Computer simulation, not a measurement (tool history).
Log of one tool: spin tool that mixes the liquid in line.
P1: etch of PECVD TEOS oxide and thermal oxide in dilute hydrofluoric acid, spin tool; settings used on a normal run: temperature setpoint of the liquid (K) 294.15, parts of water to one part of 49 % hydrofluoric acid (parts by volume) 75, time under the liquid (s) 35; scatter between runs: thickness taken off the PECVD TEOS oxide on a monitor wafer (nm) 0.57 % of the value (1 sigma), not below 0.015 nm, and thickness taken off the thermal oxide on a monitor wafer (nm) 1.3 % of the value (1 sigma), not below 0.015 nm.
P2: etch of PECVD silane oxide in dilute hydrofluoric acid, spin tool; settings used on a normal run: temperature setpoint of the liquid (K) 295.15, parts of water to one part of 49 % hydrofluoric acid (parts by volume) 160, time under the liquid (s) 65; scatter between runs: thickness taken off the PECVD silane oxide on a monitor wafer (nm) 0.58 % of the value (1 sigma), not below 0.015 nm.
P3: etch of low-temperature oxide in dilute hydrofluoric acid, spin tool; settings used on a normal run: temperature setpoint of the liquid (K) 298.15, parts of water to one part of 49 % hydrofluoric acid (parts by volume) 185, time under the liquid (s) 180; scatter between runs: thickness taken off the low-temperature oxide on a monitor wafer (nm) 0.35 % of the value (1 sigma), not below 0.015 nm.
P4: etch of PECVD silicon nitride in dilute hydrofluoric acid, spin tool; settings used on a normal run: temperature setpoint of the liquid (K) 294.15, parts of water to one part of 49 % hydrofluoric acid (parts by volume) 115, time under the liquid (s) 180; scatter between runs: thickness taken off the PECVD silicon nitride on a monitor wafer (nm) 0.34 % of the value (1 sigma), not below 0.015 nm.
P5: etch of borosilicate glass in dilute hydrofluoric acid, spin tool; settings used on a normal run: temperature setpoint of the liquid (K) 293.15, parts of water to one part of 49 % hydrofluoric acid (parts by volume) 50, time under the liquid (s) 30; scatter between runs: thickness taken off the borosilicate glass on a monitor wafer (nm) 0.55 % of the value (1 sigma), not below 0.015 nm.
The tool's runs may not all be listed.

run,hour,process that ran,temperature setpoint of the liquid (K),parts of water to one part of 49 % hydrofluoric acid (parts by volume),time under the liquid (s),hours since the thermometer was replaced,hours since the hydrofluoric acid flow meter was replaced,thickness taken off the PECVD TEOS oxide on a monitor wafer (nm),thickness taken off the thermal oxide on a monitor wafer (nm),thickness taken off the PECVD silicon nitride on a monitor wafer (nm),thickness taken off the PECVD silane oxide on a monitor wafer (nm),thickness taken off the low-temperature oxide on a monitor wafer (nm),thickness taken off the borosilicate glass on a monitor wafer (nm)
1,5.4,P1,294.15,75,35,570.9,615.6,5.5968,1.9794,,,,
2,11.9,P4,294.15,115,180,577.4,622.1,,,6.0154,,,
3,16.1,P2,295.15,160,65,581.6,626.3,,,,14.016,,
4,19.5,P1,294.15,75,35,585,629.7,5.5391,2.0085,,,,
5,24.2,P2,290.15,160,65,589.7,634.4,,,,11.672,,
6,29.3,P3,298.15,185,65,594.8,639.5,,,,,6.3918,
7,36.3,P3,298.15,105,180,601.8,646.5,,,,,34.34,
8,41.3,P2,295.15,160,30,606.8,651.5,,,,6.4932,,
9,45.5,P2,295.15,40,65,611,655.7,,,,65.328,,
10,51.6,P1,294.15,75,35,617.1,661.8,5.5674,2.0484,,,,
11,57.4,P5,293.15,50,30,622.9,667.6,,,,,,25.424
12,61.9,P5,293.15,50,30,627.4,672.1,,,,,,25.846
13,66.5,P4,294.15,20,180,632,676.7,,,32.706,,,
14,73.7,P1,300.15,75,35,639.2,683.9,7.0967,2.5558,,,,
15,78.2,P3,298.15,185,180,643.7,688.4,,,,,17.679,
16,83.6,P1,294.15,75,65,649.1,693.8,10.301,3.736,,,,
17,87.6,P5,293.15,50,50,653.1,697.8,,,,,,42.598
18,93.9,P4,300.65,115,180,659.4,704.1,,,9.1483,,,
19,101,P1,294.15,75,15,666.5,711.2,2.3918,0.84031,,,,
20,105.1,P4,294.15,115,180,670.6,715.3,,,5.9848,,,
21,108.9,P5,293.15,20,30,674.4,719.1,,,,,,66.676
22,114,P1,294.15,40,35,679.5,724.2,10.94,3.8572,,,,
23,120.9,P2,295.15,160,65,686.4,731.1,,,,14.075,,
24,127.5,P1,294.15,75,35,693,737.7,5.5589,2.0541,,,,
25,131.6,P1,294.15,110,35,697.1,741.8,3.637,1.3289,,,,
26,137,P1,301.15,50,35,702.5,747.2,11.381,4.1123,,,,
27,142.6,P1,294.15,75,35,708.1,752.8,5.5656,2.0185,,,,
28,146.4,P4,294.15,115,360,711.9,756.6,,,12.052,,,
29,152.4,P5,290.15,50,30,717.9,762.6,,,,,,22.346
30,159.4,P3,298.15,185,180,724.9,769.6,,,,,17.723,
31,163,P1,290.65,75,35,728.5,773.2,4.82,1.7237,,,,
32,170.9,P3,292.65,185,180,736.4,781.1,,,,,14.369,
33,178,P1,294.15,75,35,743.5,788.2,5.6542,2.0038,,,,
34,184.2,P1,294.15,75,35,749.7,794.4,5.5856,2.0268,,,,
35,191.3,P1,294.15,75,35,756.8,801.5,5.5673,2.0528,,,,
36,197.1,P1,294.15,75,35,762.6,807.3,5.7819,2.046,,,,
37,202.7,P1,294.15,75,35,768.2,812.9,5.8528,2.1119,,,,
38,210.6,P1,294.15,75,35,776.1,820.8,5.8867,2.0947,,,,
39,214.9,P1,294.15,75,35,780.4,825.1,5.915,2.1434,,,,
40,221.2,P1,294.15,75,35,786.7,831.4,5.839,2.117,,,,
41,228,P1,294.15,75,35,793.5,838.2,5.9488,2.1762,,,,
42,233.7,P1,294.15,75,35,799.2,843.9,5.8521,2.1163,,,,

The output of P1 has drifted from where it used to be. Each of the 2 causes below, taken at the size shown beside it, accounts for the log equally well:
A: liquid hotter than its thermometer reads (K) = 1.43
B: hydrofluoric acid flow above the setpoint (%) = 5.57
Onset of the creep was near hour 191.3.

Listed below are the offered check runs, one wafer per run, with question marks in place of results. For which of them would the causes give clearly different outcomes?
check 1,239.4,P2,295.15,50,65,,,,,,?,,
check 2,239.4,P4,300.15,115,180,,,,,?,,,
check 3,239.4,P5,293.15,20,45,,,,,,,,?
check 4,239.4,P3,298.15,110,85,,,,,,,?,

How each check would come out, cause by cause:
check,result,if A,if B
check 1,thickness taken off the PECVD silane oxide on a monitor wafer (nm),54.338,54.236
check 2,thickness taken off the PECVD silicon nitride on a monitor wafer (nm),9.7347,9.3843
check 3,thickness taken off the borosilicate glass on a monitor wafer (nm),105.88,105.24
check 4,thickness taken off the low-temperature oxide on a monitor wafer (nm),16.189,16.287
Gap, in per cent, between the two causes that each check separates least, read from the result that separates them most: check 1 0.19 %; check 2 3.67 %; check 3 0.61 %; check 4 0.6 %
Check 2 tells the causes apart: in the others they would give nearly the same result.

Check 2 was then run and gave: thickness taken off the PECVD silicon nitride on a monitor wafer (nm) 9.3183. Which cause is it?

It is B: hydrofluoric acid flow above the setpoint (%).

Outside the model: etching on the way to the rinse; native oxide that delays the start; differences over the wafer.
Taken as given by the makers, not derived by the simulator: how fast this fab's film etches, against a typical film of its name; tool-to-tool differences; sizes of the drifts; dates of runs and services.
